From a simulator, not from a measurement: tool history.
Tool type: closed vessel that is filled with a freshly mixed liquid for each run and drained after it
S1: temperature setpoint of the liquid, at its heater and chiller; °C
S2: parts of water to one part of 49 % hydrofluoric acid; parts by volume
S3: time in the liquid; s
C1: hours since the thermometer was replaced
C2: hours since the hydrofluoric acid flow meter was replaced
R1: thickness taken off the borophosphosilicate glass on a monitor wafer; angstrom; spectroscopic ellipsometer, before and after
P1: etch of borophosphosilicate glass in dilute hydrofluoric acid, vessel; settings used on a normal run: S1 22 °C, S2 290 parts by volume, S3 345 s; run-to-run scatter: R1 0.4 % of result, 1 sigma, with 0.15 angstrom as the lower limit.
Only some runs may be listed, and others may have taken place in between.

| run | hour | S1 | S2 | S3 | C1 | C2 | R1 |
|---|---|---|---|---|---|---|---|
| 1 | 13.6 | 22 | 290 | 345 | 205.6 | 409.3 | 550.510 |
| 2 | 22.1 | 22 | 475 | 345 | 214.1 | 417.8 | 287.150 |
| 3 | 39.0 | 22 | 290 | 30 | 231.0 | 434.7 | 47.833 |
| 4 | 50.1 | 22 | 290 | 345 | 242.1 | 445.8 | 544.490 |
| 5 | 65.0 | 22 | 290 | 345 | 257.0 | 460.7 | 550.130 |
| 6 | 82.5 | 22 | 290 | 345 | 274.5 | 478.2 | 550.130 |
| 7 | 93.2 | 27 | 290 | 345 | 285.2 | 488.9 | 649.070 |
| 8 | 107.5 | 22 | 100 | 55 | 299.5 | 503.2 | 307.260 |
|  | 111.6 | hydrofluoric acid flow meter replaced |
|  | 115.8 | thermometer replaced |
| 9 | 123.3 | 17 | 290 | 345 | 7.5 | 11.7 | 450.220 |
| 10 | 136.3 | 22 | 290 | 345 | 20.5 | 24.7 | 550.420 |
| 11 | 146.1 | 22 | 290 | 345 | 30.3 | 34.5 | 546.750 |

What does the tool deliver on the next run?
| 12 | 157.6 | 22 | 50 | 345 | 41.8 | 46.0 | ? |

Run 12 gave R1 4127.800 angstrom.

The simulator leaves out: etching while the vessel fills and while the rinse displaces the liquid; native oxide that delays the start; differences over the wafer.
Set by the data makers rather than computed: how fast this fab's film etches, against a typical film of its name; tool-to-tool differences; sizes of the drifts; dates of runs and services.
